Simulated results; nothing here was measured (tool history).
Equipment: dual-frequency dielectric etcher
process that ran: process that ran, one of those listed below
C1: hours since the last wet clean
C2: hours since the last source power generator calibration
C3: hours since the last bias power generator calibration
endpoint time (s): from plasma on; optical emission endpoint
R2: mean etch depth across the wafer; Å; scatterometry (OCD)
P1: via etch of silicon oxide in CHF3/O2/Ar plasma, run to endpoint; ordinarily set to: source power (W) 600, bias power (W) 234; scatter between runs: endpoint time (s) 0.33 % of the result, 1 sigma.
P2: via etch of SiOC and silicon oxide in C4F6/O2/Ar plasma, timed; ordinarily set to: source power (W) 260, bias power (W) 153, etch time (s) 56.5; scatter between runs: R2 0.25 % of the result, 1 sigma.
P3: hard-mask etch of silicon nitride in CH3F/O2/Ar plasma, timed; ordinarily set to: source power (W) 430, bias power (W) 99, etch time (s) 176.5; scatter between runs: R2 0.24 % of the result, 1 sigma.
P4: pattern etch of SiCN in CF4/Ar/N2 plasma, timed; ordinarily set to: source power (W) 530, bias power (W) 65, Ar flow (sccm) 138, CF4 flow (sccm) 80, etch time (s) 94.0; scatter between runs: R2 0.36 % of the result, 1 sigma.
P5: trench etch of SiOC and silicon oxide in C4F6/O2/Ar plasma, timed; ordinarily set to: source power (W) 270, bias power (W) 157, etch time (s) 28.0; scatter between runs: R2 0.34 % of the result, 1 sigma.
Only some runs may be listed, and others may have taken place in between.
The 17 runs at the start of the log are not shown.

run 18 day=5.646 | process_that_ran=P3 source_power_(W)=580 bias_power_(W)=99 etch_time_(s)=176.5 | C1=248.4 C2=919.4 C3=700.7 | R2=1606.10
run 19 day=5.975 | process_that_ran=P3 source_power_(W)=430 bias_power_(W)=80 etch_time_(s)=176.5 | C1=256.3 C2=927.3 C3=708.6 | R2=1333.20
run 20 day=6.333 | process_that_ran=P1 source_power_(W)=800 bias_power_(W)=234 | C1=264.9 C2=935.9 C3=717.2 | endpoint_time_(s)=170.74
run 21 day=6.671 | process_that_ran=P5 source_power_(W)=270 bias_power_(W)=157 etch_time_(s)=21.5 | C1=273.0 C2=944.0 C3=725.3 | R2=335.64
run 22 day=7.021 | process_that_ran=P2 source_power_(W)=350 bias_power_(W)=153 etch_time_(s)=56.5 | C1=281.4 C2=952.4 C3=733.7 | R2=570.26
run 23 day=7.404 | process_that_ran=P1 source_power_(W)=600 bias_power_(W)=234 | C1=290.6 C2=961.6 C3=742.9 | endpoint_time_(s)=190.86
run 24 day=7.679 | process_that_ran=P1 source_power_(W)=600 bias_power_(W)=166 | C1=297.2 C2=968.2 C3=749.5 | endpoint_time_(s)=214.28
run 25 day=7.879 | process_that_ran=P3 source_power_(W)=430 bias_power_(W)=99 etch_time_(s)=110.5 | C1=302.0 C2=973.0 C3=754.3 | R2=899.18
run 26 day=8.242 | process_that_ran=P5 source_power_(W)=270 bias_power_(W)=222 etch_time_(s)=28.0 | C1=310.7 C2=981.7 C3=763.0 | R2=491.34
run 27 day=8.575 | process_that_ran=P2 source_power_(W)=260 bias_power_(W)=153 etch_time_(s)=36.0 | C1=318.7 C2=989.7 C3=771.0 | R2=325.60
run 28 day=8.812 | process_that_ran=P4 source_power_(W)=530 bias_power_(W)=65 etch_time_(s)=59.0 Ar_flow_(sccm)=138 CF4_flow_(sccm)=80 | C1=324.4 C2=995.4 C3=776.7 | R2=553.27
run 29 day=9.008 | process_that_ran=P4 source_power_(W)=530 bias_power_(W)=65 etch_time_(s)=94.0 Ar_flow_(sccm)=178 CF4_flow_(sccm)=80 | C1=329.1 C2=1000.1 C3=781.4 | R2=845.83
run 30 day=9.396 | process_that_ran=P1 source_power_(W)=460 bias_power_(W)=167 | C1=338.4 C2=1009.4 C3=790.7 | endpoint_time_(s)=236.48
run 31 day=9.704 | process_that_ran=P1 source_power_(W)=600 bias_power_(W)=234 | C1=345.8 C2=1016.8 C3=798.1 | endpoint_time_(s)=191.87
run 32 day=10.092 | process_that_ran=P1 source_power_(W)=600 bias_power_(W)=234 | C1=355.1 C2=1026.1 C3=807.4 | endpoint_time_(s)=191.39
run 33 day=10.329 | process_that_ran=P1 source_power_(W)=600 bias_power_(W)=234 | C1=360.8 C2=1031.8 C3=813.1 | endpoint_time_(s)=190.50
run 34 day=10.633 | process_that_ran=P1 source_power_(W)=600 bias_power_(W)=234 | C1=368.1 C2=1039.1 C3=820.4 | endpoint_time_(s)=192.72
run 35 day=11.025 | process_that_ran=P1 source_power_(W)=600 bias_power_(W)=234 | C1=377.5 C2=1048.5 C3=829.8 | endpoint_time_(s)=193.19
run 36 day=11.421 | process_that_ran=P1 source_power_(W)=600 bias_power_(W)=234 | C1=387.0 C2=1058.0 C3=839.3 | endpoint_time_(s)=193.46
-- day=11.700 wet clean of the chamber
run 37 day=11.750 | process_that_ran=P1 source_power_(W)=600 bias_power_(W)=234 | C1=1.3 C2=1065.9 C3=847.2 | endpoint_time_(s)=193.93

Run 38, settings as shown, results not yet in. Your forecast:
run 38 day=12.121 | process_that_ran=P1 source_power_(W)=600 bias_power_(W)=234 | C1=10.2 C2=1074.8 C3=856.1 | endpoint_time_(s)=?

For run 38 the tool returned endpoint time (s) 193.88.

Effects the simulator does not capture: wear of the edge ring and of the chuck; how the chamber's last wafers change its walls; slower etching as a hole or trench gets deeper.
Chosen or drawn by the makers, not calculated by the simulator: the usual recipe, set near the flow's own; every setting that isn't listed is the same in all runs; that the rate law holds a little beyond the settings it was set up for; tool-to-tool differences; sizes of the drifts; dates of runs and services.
